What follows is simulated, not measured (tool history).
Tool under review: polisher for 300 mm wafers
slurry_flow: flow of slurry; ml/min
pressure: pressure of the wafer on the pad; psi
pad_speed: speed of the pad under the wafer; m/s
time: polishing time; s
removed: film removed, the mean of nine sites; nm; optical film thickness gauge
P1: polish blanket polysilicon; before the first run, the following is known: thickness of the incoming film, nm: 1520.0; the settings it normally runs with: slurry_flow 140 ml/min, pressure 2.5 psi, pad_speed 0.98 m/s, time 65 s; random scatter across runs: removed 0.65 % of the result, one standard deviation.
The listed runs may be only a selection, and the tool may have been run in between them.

run,hour,slurry_flow,pressure,pad_speed,time,removed
1,11.5,140,2.5,0.98,65,408.44
2,23.6,85,2.5,0.98,65,372.84
3,34.7,140,2.5,0.98,47,299.86
4,42.9,140,2.5,0.98,65,415.06
5,54.9,140,1.3,0.98,83,279.67
6,67.3,140,2.5,0.98,65,416.7
7,78.6,140,2.5,0.98,65,418.15
8,88,140,4,0.98,65,662.59
# hour 91.9: head pressure recalibrated
9,99.5,140,2.5,1.46,65,620.09
10,106.4,140,2.5,0.98,88,559.2
11,115.7,140,2.5,0.98,65,419.97
12,126.9,140,2.5,0.54,65,230.4
13,134.4,200,2.5,0.98,65,438.42
# hour 136.6: slurry nozzle cleaned
14,145.2,140,1.4,0.98,65,232.81
15,154.5,140,2.5,0.98,65,417.96
16,165.2,140,2.5,0.98,65,393.83
17,173,140,2.5,0.98,65,389.55
# hour 175.4: head pressure recalibrated
18,181.1,140,2.5,0.98,65,383.97
19,187.6,140,2.5,0.98,65,383.26
20,196,140,2.5,0.98,65,380.51
21,201.4,140,2.5,0.98,65,378.02
22,209.7,140,2.5,0.98,65,374.86

The output of P1 has drifted from where it used to be. Each of the 2 causes below, taken at the size shown beside it, accounts for the log equally well:
A: removal rate lost through wear of the pad, % = 9.21
B: slurry flow missing at the pad, % = 34.9
The drift started at roughly hour 154.5.
The rest of the possible causes, and what rules out each one:
head's pressure below its setpoint, %: maintenance at hour 175.4, after the shift began, did not return the process to its former output

Question marks stand in for the results of the 4 check runs listed below, each run on one wafer. Under which run would the listed causes show clearly different results?
check 1,218,140,2.5,1.22,65,?
check 2,218,85,3.2,0.98,65,?
check 3,218,140,2.5,1.32,65,?
check 4,218,140,3.9,0.56,65,?

What each check would give under each cause:
check,result,if A,if B
check 1,removed,470,469.95
check 2,removed,430.23,408.37
check 3,removed,508.52,508.47
check 4,removed,336.55,336.51
Gap, in per cent, between the two causes that each check separates least, read from the result that separates them most: check 1 0.01 %; check 2 5.21 %; check 3 0.01 %; check 4 0.01 %
Check 2 is the one run that separates the causes; every other check would come out nearly the same whichever cause is at work.

Check 2 was then run and gave: removed 407.61 nm. Which cause is it?

B is the cause: slurry flow missing at the pad, %.
